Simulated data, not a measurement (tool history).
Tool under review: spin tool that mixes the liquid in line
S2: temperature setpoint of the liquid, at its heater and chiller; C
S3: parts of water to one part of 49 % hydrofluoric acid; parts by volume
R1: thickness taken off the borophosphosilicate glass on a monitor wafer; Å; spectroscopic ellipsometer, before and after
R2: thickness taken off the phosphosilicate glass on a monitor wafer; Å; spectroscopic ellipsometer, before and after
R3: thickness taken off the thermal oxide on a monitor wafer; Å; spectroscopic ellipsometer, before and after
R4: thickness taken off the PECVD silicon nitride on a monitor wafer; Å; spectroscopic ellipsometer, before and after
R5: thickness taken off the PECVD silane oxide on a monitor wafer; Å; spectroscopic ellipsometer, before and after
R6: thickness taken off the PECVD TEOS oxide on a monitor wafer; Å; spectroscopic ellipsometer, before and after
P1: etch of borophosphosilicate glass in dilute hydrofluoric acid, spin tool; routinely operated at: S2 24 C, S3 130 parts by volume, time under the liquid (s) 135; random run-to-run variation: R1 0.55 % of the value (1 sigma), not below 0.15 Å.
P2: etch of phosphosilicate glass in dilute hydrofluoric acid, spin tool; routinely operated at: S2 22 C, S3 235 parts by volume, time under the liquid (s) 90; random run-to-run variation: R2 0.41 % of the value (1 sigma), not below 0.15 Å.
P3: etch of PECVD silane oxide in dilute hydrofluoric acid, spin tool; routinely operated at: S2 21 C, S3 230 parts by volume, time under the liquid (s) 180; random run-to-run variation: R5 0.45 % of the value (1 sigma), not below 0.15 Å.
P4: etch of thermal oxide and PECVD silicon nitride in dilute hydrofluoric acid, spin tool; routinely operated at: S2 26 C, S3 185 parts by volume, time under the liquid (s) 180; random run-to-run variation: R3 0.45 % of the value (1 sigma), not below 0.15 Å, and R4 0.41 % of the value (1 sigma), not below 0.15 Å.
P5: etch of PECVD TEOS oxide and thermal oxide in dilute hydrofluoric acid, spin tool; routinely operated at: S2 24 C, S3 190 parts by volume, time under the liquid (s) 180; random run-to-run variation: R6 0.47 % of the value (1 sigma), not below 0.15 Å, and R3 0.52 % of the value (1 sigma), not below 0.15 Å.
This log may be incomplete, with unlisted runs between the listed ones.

{"run": 1, "hour": 11.4, "process that ran": "P1", "S2": 24, "S3": 130, "time under the liquid (s)": 135, "R1": 372.6}
{"run": 2, "hour": 25.5, "process that ran": "P2", "S2": 22, "S3": 235, "time under the liquid (s)": 90, "R2": 243.96}
{"run": 3, "hour": 35.3, "process that ran": "P4", "S2": 26, "S3": 185, "time under the liquid (s)": 180, "R3": 44.557, "R4": 62.781}
{"run": 4, "hour": 49.0, "process that ran": "P2", "S2": 22, "S3": 235, "time under the liquid (s)": 15, "R2": 40.343}
{"run": 5, "hour": 60.9, "process that ran": "P3", "S2": 21, "S3": 230, "time under the liquid (s)": 180, "R5": 172.46}
{"run": 6, "hour": 73.2, "process that ran": "P4", "S2": 26, "S3": 330, "time under the liquid (s)": 180, "R3": 21.171, "R4": 35.171}
{"run": 7, "hour": 88.5, "process that ran": "P1", "S2": 24, "S3": 130, "time under the liquid (s)": 135, "R1": 368.29}
{"run": 8, "hour": 100.0, "process that ran": "P3", "S2": 21, "S3": 230, "time under the liquid (s)": 15, "R5": 14.367}
{"run": 9, "hour": 110.1, "process that ran": "P4", "S2": 26, "S3": 185, "time under the liquid (s)": 360, "R3": 88.325, "R4": 125.11}
{"run": 10, "hour": 124.7, "process that ran": "P2", "S2": 22, "S3": 45, "time under the liquid (s)": 90, "R2": 1574.8}
{"run": 11, "hour": 133.0, "process that ran": "P1", "S2": 24, "S3": 235, "time under the liquid (s)": 135, "R1": 180.77}
{"run": 12, "hour": 141.7, "process that ran": "P1", "S2": 24, "S3": 130, "time under the liquid (s)": 210, "R1": 573.67}
{"run": 13, "hour": 150.5, "process that ran": "P1", "S2": 24, "S3": 130, "time under the liquid (s)": 135, "R1": 369.19}
{"run": 14, "hour": 160.0, "process that ran": "P1", "S2": 24, "S3": 130, "time under the liquid (s)": 15, "R1": 40.756}
{"run": 15, "hour": 168.6, "process that ran": "P5", "S2": 24, "S3": 290, "time under the liquid (s)": 180, "R3": 22.675, "R6": 141.9}
{"run": 16, "hour": 180.3, "process that ran": "P3", "S2": 17, "S3": 230, "time under the liquid (s)": 180, "R5": 147.36}
{"run": 17, "hour": 188.0, "process that ran": "P1", "S2": 31.5, "S3": 130, "time under the liquid (s)": 135, "R1": 490.38}
{"run": 18, "hour": 198.5, "process that ran": "P1", "S2": 28.5, "S3": 130, "time under the liquid (s)": 20, "R1": 65.203}
{"run": 19, "hour": 208.6, "process that ran": "P1", "S2": 18, "S3": 210, "time under the liquid (s)": 135, "R1": 165.88}
{"run": 20, "hour": 222.4, "process that ran": "P1", "S2": 24, "S3": 45, "time under the liquid (s)": 135, "R1": 1196.7}
{"run": 21, "hour": 231.8, "process that ran": "P5", "S2": 24, "S3": 190, "time under the liquid (s)": 180, "R3": 38.488, "R6": 241.31}
{"run": 22, "hour": 242.5, "process that ran": "P1", "S2": 24, "S3": 130, "time under the liquid (s)": 135, "R1": 366.21}
{"run": 23, "hour": 256.3, "process that ran": "P3", "S2": 21, "S3": 230, "time under the liquid (s)": 180, "R5": 172.08}
{"run": 24, "hour": 268.2, "process that ran": "P5", "S2": 24, "S3": 190, "time under the liquid (s)": 315, "R3": 66.187, "R6": 419.15}
{"run": 25, "hour": 276.1, "process that ran": "P4", "S2": 22, "S3": 185, "time under the liquid (s)": 180, "R3": 38.222, "R4": 48.312}
{"run": 26, "hour": 284.9, "process that ran": "P2", "S2": 29, "S3": 235, "time under the liquid (s)": 90, "R2": 315.44}
{"run": 27, "hour": 298.4, "process that ran": "P3", "S2": 21, "S3": 60, "time under the liquid (s)": 180, "R5": 791.19}
{"run": 28, "hour": 308.7, "process that ran": "P1", "S2": 24, "S3": 130, "time under the liquid (s)": 135, "R1": 368.06}
{"run": 29, "hour": 321.4, "process that ran": "P1", "S2": 20, "S3": 130, "time under the liquid (s)": 135, "R1": 314.4}
{"run": 30, "hour": 331.0, "process that ran": "P5", "S2": 17, "S3": 190, "time under the liquid (s)": 180, "R3": 29.088, "R6": 184.18}
{"run": 31, "hour": 339.7, "process that ran": "P1", "S2": 24, "S3": 130, "time under the liquid (s)": 135, "R1": 369.09}
{"run": 32, "hour": 351.2, "process that ran": "P1", "S2": 24, "S3": 130, "time under the liquid (s)": 135, "R1": 361.6}
{"run": 33, "hour": 361.9, "process that ran": "P1", "S2": 24, "S3": 130, "time under the liquid (s)": 135, "R1": 353.99}
{"run": 34, "hour": 373.9, "process that ran": "P1", "S2": 24, "S3": 130, "time under the liquid (s)": 135, "R1": 350.36}
{"run": 35, "hour": 383.5, "process that ran": "P1", "S2": 24, "S3": 130, "time under the liquid (s)": 135, "R1": 351.83}
{"run": 36, "hour": 397.6, "process that ran": "P1", "S2": 24, "S3": 130, "time under the liquid (s)": 135, "R1": 348.45}
{"run": 37, "hour": 405.6, "process that ran": "P1", "S2": 24, "S3": 130, "time under the liquid (s)": 135, "R1": 347.95}

The log shows P1 creeping away from where it was. Any of the 2 causes listed here, at the size stated for it, fits the log just as well as the others:
A: hydrofluoric acid flow below the setpoint (%) = 4.93
B: liquid colder than its thermometer reads (K) = 1.5
At approximately hour 339.7, the process output began to creep.

4 check runs are offered, one wafer each, their results left as question marks. Which one tells the causes apart?
{"run": "check 1", "hour": 413.6, "process that ran": "P5", "S2": 17, "S3": 190, "time under the liquid (s)": 295, "R3": "?", "R6": "?"}
{"run": "check 2", "hour": 413.6, "process that ran": "P2", "S2": 22, "S3": 110, "time under the liquid (s)": 25, "R2": "?"}
{"run": "check 3", "hour": 413.6, "process that ran": "P4", "S2": 26, "S3": 185, "time under the liquid (s)": 355, "R3": "?", "R4": "?"}
{"run": "check 4", "hour": 413.6, "process that ran": "P3", "S2": 18, "S3": 75, "time under the liquid (s)": 180, "R5": "?"}

What every check run would give for each of its results, assuming each possible cause in turn:
check=check_1 result=R3 if_A=44.85 if_B=44.804
check=check_1 result=R6 if_A=283.87 if_B=283.58
check=check_2 result=R2 if_A=156.51 if_B=155.97
check=check_3 result=R3 if_A=82.356 if_B=82.869
check=check_3 result=R4 if_A=117.4 if_B=112.36
check=check_4 result=R5 if_A=520.32 if_B=515.53
Separation of the two closest causes in each check, using whichever result separates them best: check 1 0.1 %; check 2 0.34 %; check 3 4.38 %; check 4 0.92 %
Check 3 distinguishes between the causes, while the remaining checks would return nearly the same result for all of them.

Check 3 has now been run. It gave: R3 82.73 Å; R4 117.06 Å. Which of the candidate causes is it?

The cause is A: hydrofluoric acid flow below the setpoint (%).
